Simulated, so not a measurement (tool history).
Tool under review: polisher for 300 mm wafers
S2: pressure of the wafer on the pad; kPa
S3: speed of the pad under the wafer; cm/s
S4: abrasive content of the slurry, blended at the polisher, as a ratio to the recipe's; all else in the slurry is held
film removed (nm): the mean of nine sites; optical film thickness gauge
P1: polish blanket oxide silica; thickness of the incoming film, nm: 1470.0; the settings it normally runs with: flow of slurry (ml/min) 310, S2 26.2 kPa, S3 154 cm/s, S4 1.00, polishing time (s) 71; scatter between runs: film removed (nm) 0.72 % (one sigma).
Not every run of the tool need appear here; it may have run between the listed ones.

Run 1, hour 16.5: flow of slurry (ml/min) 310, S2 26.2 kPa, S3 154 cm/s, S4 1.00, polishing time (s) 71. Result: film removed (nm) 234.19.
Run 2, hour 26.1: flow of slurry (ml/min) 310, S2 26.2 kPa, S3 154 cm/s, S4 1.00, polishing time (s) 104. Result: film removed (nm) 346.82.
Run 3, hour 34.8: flow of slurry (ml/min) 310, S2 26.2 kPa, S3 154 cm/s, S4 1.00, polishing time (s) 71. Result: film removed (nm) 232.77.
Run 4, hour 45.1: flow of slurry (ml/min) 195, S2 26.2 kPa, S3 154 cm/s, S4 1.00, polishing time (s) 71. Result: film removed (nm) 222.88.
Run 5, hour 56.4: flow of slurry (ml/min) 310, S2 26.2 kPa, S3 154 cm/s, S4 1.00, polishing time (s) 71. Result: film removed (nm) 232.92.
Run 6, hour 69.9: flow of slurry (ml/min) 310, S2 26.2 kPa, S3 154 cm/s, S4 1.00, polishing time (s) 71. Result: film removed (nm) 231.67.
Run 7, hour 78.2: flow of slurry (ml/min) 445, S2 26.2 kPa, S3 154 cm/s, S4 1.00, polishing time (s) 71. Result: film removed (nm) 242.21.
Run 8, hour 94.8: flow of slurry (ml/min) 310, S2 26.2 kPa, S3 76 cm/s, S4 1.00, polishing time (s) 71. Result: film removed (nm) 130.90.
Run 9, hour 106.1: flow of slurry (ml/min) 310, S2 26.2 kPa, S3 154 cm/s, S4 1.00, polishing time (s) 41. Result: film removed (nm) 136.03.
Run 10, hour 114.5: flow of slurry (ml/min) 310, S2 26.2 kPa, S3 154 cm/s, S4 1.00, polishing time (s) 71. Result: film removed (nm) 232.97.
Run 11, hour 122.5: flow of slurry (ml/min) 310, S2 26.2 kPa, S3 154 cm/s, S4 1.30, polishing time (s) 71. Result: film removed (nm) 261.78.
Run 12, hour 132.7: flow of slurry (ml/min) 310, S2 39.3 kPa, S3 154 cm/s, S4 1.00, polishing time (s) 71. Result: film removed (nm) 350.47.
Run 13, hour 141.9: flow of slurry (ml/min) 310, S2 26.2 kPa, S3 154 cm/s, S4 1.00, polishing time (s) 71. Result: film removed (nm) 236.22.
Run 14, hour 156.7: flow of slurry (ml/min) 310, S2 13.1 kPa, S3 154 cm/s, S4 1.00, polishing time (s) 71. Result: film removed (nm) 117.86.
Run 15, hour 174.2: flow of slurry (ml/min) 310, S2 26.2 kPa, S3 154 cm/s, S4 0.50, polishing time (s) 71. Result: film removed (nm) 159.33.
At hour 179.7: slurry nozzle cleaned.
Run 16, hour 186.3: flow of slurry (ml/min) 310, S2 26.2 kPa, S3 238 cm/s, S4 1.00, polishing time (s) 71. Result: film removed (nm) 332.43.
Run 17, hour 204.1: flow of slurry (ml/min) 310, S2 16.5 kPa, S3 154 cm/s, S4 1.00, polishing time (s) 33. Result: film removed (nm) 69.86.
Run 18, hour 218.2: flow of slurry (ml/min) 310, S2 26.2 kPa, S3 154 cm/s, S4 0.75, polishing time (s) 103. Result: film removed (nm) 296.18.
Run 19, hour 235.0: flow of slurry (ml/min) 310, S2 26.2 kPa, S3 154 cm/s, S4 1.00, polishing time (s) 71. Result: film removed (nm) 233.49.
Run 20, hour 246.3: flow of slurry (ml/min) 310, S2 26.2 kPa, S3 154 cm/s, S4 1.00, polishing time (s) 71. Result: film removed (nm) 219.03.
Run 21, hour 264.2: flow of slurry (ml/min) 310, S2 26.2 kPa, S3 154 cm/s, S4 1.00, polishing time (s) 71. Result: film removed (nm) 209.30.
Run 22, hour 277.0: flow of slurry (ml/min) 310, S2 26.2 kPa, S3 154 cm/s, S4 1.00, polishing time (s) 71. Result: film removed (nm) 204.22.
At hour 278.9: head pressure recalibrated.
Run 23, hour 289.3: flow of slurry (ml/min) 310, S2 26.2 kPa, S3 154 cm/s, S4 1.00, polishing time (s) 71. Result: film removed (nm) 202.91.
At hour 292.5: conditioning disc replaced and pad reconditioned.
Run 24, hour 303.6: flow of slurry (ml/min) 310, S2 26.2 kPa, S3 154 cm/s, S4 1.00, polishing time (s) 71. Result: film removed (nm) 201.05.
Run 25, hour 316.0: flow of slurry (ml/min) 310, S2 26.2 kPa, S3 154 cm/s, S4 1.00, polishing time (s) 71. Result: film removed (nm) 199.34.

The log shows P1 creeping away from where it was. Any of the 2 causes listed here, at the size stated for it, fits the log just as well as the others:
A: removal rate lost through wear of the pad, % = 13.6
B: abrasive missing from the slurry, % = 25.8
The creep began at about hour 235.0.
Each remaining cause and why it is not a fit:
slurry flow missing at the pad, %: at most 40, giving a -5.6 % change in film removed (nm): too small, or against the direction of the creep
head's pressure below its setpoint, %: maintenance at hour 278.9, after the shift began, did not return the process to its former output
time polished since the conditioner stopped cutting, s: maintenance at hour 292.5, after the shift began, did not return the process to its former output

Consider the 4 check runs below, whose results appear as question marks and each of which averages 2 wafers. Which one distinguishes the causes, in that each cause would give it a clearly different result?
Run check 1, hour 328.4: flow of slurry (ml/min) 310, S2 19.3 kPa, S3 154 cm/s, S4 0.60, polishing time (s) 71. Result: film removed (nm) ?.
Run check 2, hour 328.4: flow of slurry (ml/min) 400, S2 26.2 kPa, S3 226 cm/s, S4 1.00, polishing time (s) 71. Result: film removed (nm) ?.
Run check 3, hour 328.4: flow of slurry (ml/min) 310, S2 26.2 kPa, S3 230 cm/s, S4 1.00, polishing time (s) 71. Result: film removed (nm) ?.
Run check 4, hour 328.4: flow of slurry (ml/min) 310, S2 26.2 kPa, S3 238 cm/s, S4 1.00, polishing time (s) 71. Result: film removed (nm) ?.

What every check run would give for each of its results, assuming each possible cause in turn:
  check             result    if A    if B
check 1  film removed (nm)  114.20  109.95
check 2  film removed (nm)  279.93  279.77
check 3  film removed (nm)  278.37  278.22
check 4  film removed (nm)  286.09  285.93
Per-check spread between the two closest causes, in the result where they differ most: check 1 3.79 %; check 2 0.06 %; check 3 0.06 %; check 4 0.06 %
The other checks would show nearly matching results whichever cause is true, so check 1 is the only one that separates the causes.

The results of check 1 are: film removed (nm) 113.98. Based on these, which of the listed causes is it?

It was cause A: removal rate lost through wear of the pad, %.

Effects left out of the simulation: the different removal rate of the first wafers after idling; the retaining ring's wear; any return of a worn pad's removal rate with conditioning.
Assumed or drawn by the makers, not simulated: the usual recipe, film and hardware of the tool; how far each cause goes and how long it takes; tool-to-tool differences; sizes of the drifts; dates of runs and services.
